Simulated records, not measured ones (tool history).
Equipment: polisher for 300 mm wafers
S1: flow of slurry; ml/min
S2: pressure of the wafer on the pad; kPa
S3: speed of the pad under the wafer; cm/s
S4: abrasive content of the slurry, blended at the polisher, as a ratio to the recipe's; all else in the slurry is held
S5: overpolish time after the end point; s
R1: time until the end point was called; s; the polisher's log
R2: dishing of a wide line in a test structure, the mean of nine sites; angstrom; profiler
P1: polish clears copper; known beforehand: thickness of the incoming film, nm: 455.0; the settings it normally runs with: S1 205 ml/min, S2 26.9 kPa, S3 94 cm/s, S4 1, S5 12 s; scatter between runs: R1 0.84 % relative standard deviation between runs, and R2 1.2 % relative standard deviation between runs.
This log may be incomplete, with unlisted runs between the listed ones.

| run | day | S1 | S2 | S3 | S4 | S5 | R1 | R2 |
|---|---|---|---|---|---|---|---|---|
| 1 | 0.554 | 205 | 26.9 | 94 | 1 | 12 | 106.96 | 350.61 |
| 2 | 0.996 | 205 | 26.9 | 94 | 1 | 20 | 106.76 | 555.56 |
| 3 | 1.488 | 270 | 26.9 | 94 | 1 | 12 | 105.08 | 363.44 |
| 4 | 2.117 | 205 | 26.9 | 94 | 1 | 4 | 107.85 | 124.99 |
| 5 | 2.767 | 205 | 26.9 | 94 | 0.7 | 12 | 115.68 | 324.92 |
| 6 | 3.425 | 205 | 26.9 | 94 | 1 | 12 | 106.22 | 353.94 |
| 7 | 3.742 | 205 | 26.9 | 94 | 1.4 | 12 | 99.447 | 375.67 |
| 8 | 4.267 | 205 | 13.8 | 94 | 1 | 12 | 208.96 | 186.32 |
| 9 | 4.679 | 205 | 26.9 | 94 | 1 | 12 | 106.69 | 353.68 |
|  | 4.929 | slurry blender recalibrated |
| 10 | 5.238 | 205 | 26.9 | 94 | 1 | 12 | 106.81 | 358.34 |
| 11 | 5.579 | 205 | 42.1 | 94 | 1 | 12 | 69.812 | 533.34 |
| 12 | 6.233 | 205 | 26.9 | 54 | 1 | 12 | 186.96 | 212.48 |
| 13 | 6.571 | 125 | 26.9 | 94 | 1 | 12 | 114.14 | 329.78 |
|  | 6.608 | head pressure recalibrated |
| 14 | 6.908 | 125 | 42.1 | 94 | 1 | 12 | 74.242 | 500.33 |
| 15 | 7.312 | 205 | 26.9 | 136 | 1 | 12 | 73.912 | 496.28 |
| 16 | 7.767 | 205 | 26.9 | 94 | 1 | 12 | 106.74 | 352.77 |
| 17 | 8.229 | 205 | 26.9 | 94 | 1 | 12 | 108.13 | 347.59 |
| 18 | 8.608 | 205 | 26.9 | 94 | 1 | 12 | 109.31 | 344.69 |
| 19 | 9.246 | 205 | 26.9 | 94 | 1 | 12 | 111.23 | 343.75 |
| 20 | 9.792 | 205 | 26.9 | 94 | 1 | 12 | 113.03 | 331.77 |

Forecast run 21:
| 21 | 10.396 | 205 | 26.9 | 94 | 1 | 12 | ? | ? |

{"run 21": {"R1": 113.38, "R2": 330.93}}
